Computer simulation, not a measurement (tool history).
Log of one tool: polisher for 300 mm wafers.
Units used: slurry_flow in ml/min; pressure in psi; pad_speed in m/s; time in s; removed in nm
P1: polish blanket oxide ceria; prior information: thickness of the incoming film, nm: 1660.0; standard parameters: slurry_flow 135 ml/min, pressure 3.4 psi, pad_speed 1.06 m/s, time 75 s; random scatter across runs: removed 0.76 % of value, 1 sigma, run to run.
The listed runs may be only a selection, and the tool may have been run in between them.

run	hour	slurry_flow	pressure	pad_speed	time	wafers polished on this pad	hours since the slurry nozzle was cleaned	hours since the head pressure was calibrated	removed
1	6.0	135	3.4	1.06	75	424	493.7	353.3	390.26
2	11.2	135	4.5	1.06	41	474	498.9	358.5	279.39
3	16.1	135	4.8	1.06	75	521	503.8	363.4	545.35
4	20.5	190	3.4	1.06	75	563	508.2	367.8	408.16
5	26.0	135	3.4	1.06	95	616	513.7	373.3	489.19
6	32.5	135	3.4	0.50	75	678	520.2	379.8	181.76
7	38.0	185	3.4	1.06	112	731	525.7	385.3	617.18
8	41.3	135	3.4	1.06	75	763	529.0	388.6	392.17
9	45.3	135	2.4	1.06	75	802	533.0	392.6	275.69
10	49.9	135	3.4	1.06	75	846	537.6	397.2	394.50
11	55.4	135	3.4	1.06	75	899	543.1	402.7	394.44
12	60.7	135	3.4	1.06	49	950	548.4	408.0	254.39
13	67.2	135	3.4	1.06	75	1012	554.9	414.5	380.15
# hour 67.9: head pressure recalibrated
14	71.3	135	3.4	1.58	75	1051	559.0	3.4	581.09
15	77.7	80	3.4	1.06	75	1113	565.4	9.8	343.55
16	81.6	135	3.4	1.06	75	1150	569.3	13.7	388.17

Predict the results of run 17:
17	87.2	135	3.4	1.06	75	1204	574.9	19.3	?

{"run 17": {"removed": 387.34}}
